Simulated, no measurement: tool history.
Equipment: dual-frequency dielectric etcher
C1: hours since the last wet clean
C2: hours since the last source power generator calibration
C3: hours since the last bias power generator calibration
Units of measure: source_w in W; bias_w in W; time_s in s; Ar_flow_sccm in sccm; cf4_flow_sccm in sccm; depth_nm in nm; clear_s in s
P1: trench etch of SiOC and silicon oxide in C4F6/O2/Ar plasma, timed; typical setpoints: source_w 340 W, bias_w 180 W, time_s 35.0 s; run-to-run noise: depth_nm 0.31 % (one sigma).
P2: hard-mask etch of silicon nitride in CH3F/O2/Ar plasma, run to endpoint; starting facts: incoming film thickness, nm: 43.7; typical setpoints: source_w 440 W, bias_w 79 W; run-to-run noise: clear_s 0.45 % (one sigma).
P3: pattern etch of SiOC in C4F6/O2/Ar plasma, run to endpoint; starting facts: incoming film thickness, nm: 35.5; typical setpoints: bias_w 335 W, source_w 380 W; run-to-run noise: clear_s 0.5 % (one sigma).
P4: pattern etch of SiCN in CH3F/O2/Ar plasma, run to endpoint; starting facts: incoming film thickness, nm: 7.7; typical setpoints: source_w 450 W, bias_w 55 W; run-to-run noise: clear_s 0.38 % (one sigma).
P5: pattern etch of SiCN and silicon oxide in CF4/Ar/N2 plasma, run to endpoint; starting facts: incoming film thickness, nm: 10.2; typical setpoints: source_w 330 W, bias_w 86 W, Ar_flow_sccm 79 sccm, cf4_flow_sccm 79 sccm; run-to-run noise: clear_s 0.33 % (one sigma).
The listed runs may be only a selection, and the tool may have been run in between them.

run 1 hour=8.1 | process=P1 source_w=340 bias_w=180 time_s=35.0 | C1=106.0 C2=2236.4 C3=2258.4 | depth_nm=63.463
run 2 hour=18.2 | process=P1 source_w=340 bias_w=180 time_s=19.0 | C1=116.1 C2=2246.5 C3=2268.5 | depth_nm=34.498
run 3 hour=24.5 | process=P3 source_w=380 bias_w=432 | C1=122.4 C2=2252.8 C3=2274.8 | clear_s=12.539
run 4 hour=31.4 | process=P5 source_w=330 bias_w=86 Ar_flow_sccm=79 cf4_flow_sccm=79 | C1=129.3 C2=2259.7 C3=2281.7 | clear_s=13.896
run 5 hour=41.7 | process=P4 source_w=450 bias_w=55 | C1=139.6 C2=2270.0 C3=2292.0 | clear_s=21.177
run 6 hour=47.7 | process=P2 source_w=440 bias_w=104 | C1=145.6 C2=2276.0 C3=2298.0 | clear_s=54.272
run 7 hour=59.4 | process=P5 source_w=330 bias_w=86 Ar_flow_sccm=108 cf4_flow_sccm=79 | C1=157.3 C2=2287.7 C3=2309.7 | clear_s=14.598
run 8 hour=68.2 | process=P4 source_w=450 bias_w=55 | C1=166.1 C2=2296.5 C3=2318.5 | clear_s=21.164
run 9 hour=80.2 | process=P1 source_w=340 bias_w=180 time_s=46.5 | C1=178.1 C2=2308.5 C3=2330.5 | depth_nm=84.178
run 10 hour=87.2 | process=P1 source_w=430 bias_w=146 time_s=35.0 | C1=185.1 C2=2315.5 C3=2337.5 | depth_nm=65.487
run 11 hour=99.6 | process=P1 source_w=340 bias_w=180 time_s=35.0 | C1=197.5 C2=2327.9 C3=2349.9 | depth_nm=63.283
run 12 hour=109.7 | process=P5 source_w=330 bias_w=86 Ar_flow_sccm=79 cf4_flow_sccm=79 | C1=207.6 C2=2338.0 C3=2360.0 | clear_s=14.020
run 13 hour=122.5 | process=P5 source_w=390 bias_w=86 Ar_flow_sccm=79 cf4_flow_sccm=79 | C1=220.4 C2=2350.8 C3=2372.8 | clear_s=12.077
run 14 hour=134.9 | process=P1 source_w=450 bias_w=180 time_s=35.0 | C1=232.8 C2=2363.2 C3=2385.2 | depth_nm=70.973
run 15 hour=148.1 | process=P3 source_w=540 bias_w=335 | C1=246.0 C2=2376.4 C3=2398.4 | clear_s=11.997
run 16 hour=157.0 | process=P3 source_w=380 bias_w=335 | C1=254.9 C2=2385.3 C3=2407.3 | clear_s=13.731
run 17 hour=164.5 | process=P1 source_w=340 bias_w=228 time_s=35.0 | C1=262.4 C2=2392.8 C3=2414.8 | depth_nm=68.853
run 18 hour=171.6 | process=P2 source_w=440 bias_w=79 | C1=269.5 C2=2399.9 C3=2421.9 | clear_s=59.612
run 19 hour=179.1 | process=P1 source_w=340 bias_w=108 time_s=35.0 | C1=277.0 C2=2407.4 C3=2429.4 | depth_nm=54.563
run 20 hour=187.8 | process=P4 source_w=450 bias_w=78 | C1=285.7 C2=2416.1 C3=2438.1 | clear_s=18.700
run 21 hour=196.0 | process=P2 source_w=300 bias_w=79 | C1=293.9 C2=2424.3 C3=2446.3 | clear_s=69.346
run 22 hour=203.9 | process=P4 source_w=610 bias_w=55 | C1=301.8 C2=2432.2 C3=2454.2 | clear_s=18.675
run 23 hour=217.2 | process=P1 source_w=340 bias_w=180 time_s=35.0 | C1=315.1 C2=2445.5 C3=2467.5 | depth_nm=63.722
run 24 hour=227.3 | process=P5 source_w=330 bias_w=86 Ar_flow_sccm=79 cf4_flow_sccm=111 | C1=325.2 C2=2455.6 C3=2477.6 | clear_s=13.465

What does the tool deliver on the next run?
run 25 hour=233.7 | process=P5 source_w=330 bias_w=50 Ar_flow_sccm=79 cf4_flow_sccm=79 | C1=331.6 C2=2462.0 C3=2484.0 | clear_s=?

clear_s: 16.750 s
